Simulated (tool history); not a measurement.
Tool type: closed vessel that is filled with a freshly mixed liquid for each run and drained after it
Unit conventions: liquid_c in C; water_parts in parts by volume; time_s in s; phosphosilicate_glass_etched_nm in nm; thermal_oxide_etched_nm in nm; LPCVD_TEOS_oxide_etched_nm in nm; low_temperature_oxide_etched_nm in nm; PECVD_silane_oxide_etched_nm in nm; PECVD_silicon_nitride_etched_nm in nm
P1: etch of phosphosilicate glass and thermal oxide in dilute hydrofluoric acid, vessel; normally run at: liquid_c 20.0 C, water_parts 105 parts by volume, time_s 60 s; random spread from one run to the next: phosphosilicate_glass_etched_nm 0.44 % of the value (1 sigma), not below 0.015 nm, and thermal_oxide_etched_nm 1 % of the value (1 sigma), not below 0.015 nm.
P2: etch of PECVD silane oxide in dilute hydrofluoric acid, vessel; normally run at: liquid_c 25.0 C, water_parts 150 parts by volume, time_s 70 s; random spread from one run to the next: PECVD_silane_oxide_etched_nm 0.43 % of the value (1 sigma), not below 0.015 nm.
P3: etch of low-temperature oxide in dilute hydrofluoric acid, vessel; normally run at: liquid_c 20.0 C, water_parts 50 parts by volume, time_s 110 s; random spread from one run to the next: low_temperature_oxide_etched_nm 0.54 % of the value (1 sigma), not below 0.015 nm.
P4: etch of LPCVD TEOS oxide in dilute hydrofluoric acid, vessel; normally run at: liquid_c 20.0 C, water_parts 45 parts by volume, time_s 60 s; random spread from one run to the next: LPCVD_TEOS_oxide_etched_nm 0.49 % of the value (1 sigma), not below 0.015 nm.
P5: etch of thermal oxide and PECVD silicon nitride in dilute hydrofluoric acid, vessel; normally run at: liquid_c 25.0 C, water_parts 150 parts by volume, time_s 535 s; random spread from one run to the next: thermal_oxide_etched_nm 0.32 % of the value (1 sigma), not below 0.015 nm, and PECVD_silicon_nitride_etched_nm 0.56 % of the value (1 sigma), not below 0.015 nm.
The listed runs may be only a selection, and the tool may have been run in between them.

run	hour	process	liquid_c	water_parts	time_s	phosphosilicate_glass_etched_nm	thermal_oxide_etched_nm	LPCVD_TEOS_oxide_etched_nm	low_temperature_oxide_etched_nm	PECVD_silane_oxide_etched_nm	PECVD_silicon_nitride_etched_nm
1	5.3	P1	20.0	105	60	48.168	2.2842				
2	11.9	P4	20.0	45	60			52.828			
3	17.7	P1	20.0	105	60	48.151	2.2995				
4	23.9	P3	20.0	50	180				35.692		
5	30.1	P2	17.0	150	70					8.2087	
6	33.5	P1	28.0	105	30	32.949	1.5377				
7	38.0	P1	17.0	105	60	42.278	1.9691				
# hour 39.5: hydrofluoric acid flow meter replaced
8	44.1	P3	20.0	30	110				37.616		
9	49.1	P2	25.0	150	35					5.6168	
10	53.5	P3	20.0	50	110				21.837		
11	59.2	P1	20.0	105	60	47.960	2.2475				
12	63.5	P5	25.0	150	535		16.4450				9.7044
13	67.2	P1	20.0	40	60	135.400	6.4382				
14	73.0	P4	20.0	60	60			38.630			
15	79.3	P1	17.0	140	60	30.868	1.4387				
16	84.4	P4	20.0	45	90			78.498			
17	90.4	P2	25.0	265	70					5.5452	
18	94.3	P1	17.0	105	30	21.354	0.9996				
19	99.7	P1	20.0	105	115	92.249	4.3301				
20	104.8	P5	25.0	150	535		16.4560				9.7938
21	109.4	P5	20.0	150	535		13.5520				7.0375
22	115.4	P1	20.0	105	60	48.134	2.2719				
23	118.7	P1	20.0	180	60	25.905	1.2209				
24	123.1	P1	25.5	105	60	59.881	2.7860				
25	127.2	P5	25.0	55	535		50.1530				26.5080
26	131.5	P1	20.0	105	60	48.078	2.2532				
27	137.0	P1	20.0	105	60	48.191	2.2396				
28	142.4	P4	28.0	45	60			73.558			
29	146.2	P5	25.0	150	190		5.8207				3.4693
30	151.1	P2	25.0	150	70					11.1520	
31	155.4	P3	20.0	50	110				22.100		
32	161.9	P2	25.0	150	70					11.1470	
33	167.8	P3	28.5	50	110				30.913		
34	172.2	P1	20.0	105	35	28.280	1.3089				
35	177.3	P1	20.0	105	60	47.712	2.2285				
36	182.6	P1	20.0	105	60	49.961	2.3266				
37	187.5	P1	20.0	105	60	50.939	2.3286				
38	193.7	P1	20.0	105	60	51.870	2.4280				
39	198.6	P1	20.0	105	60	52.283	2.4027				
40	201.6	P1	20.0	105	60	51.834	2.4047				

Run 41 has not been measured yet. What should we expect?
41	207.4	P1	20.0	105	60	?	?				

{"run 41": {"phosphosilicate_glass_etched_nm": 52.766, "thermal_oxide_etched_nm": 2.4637}}
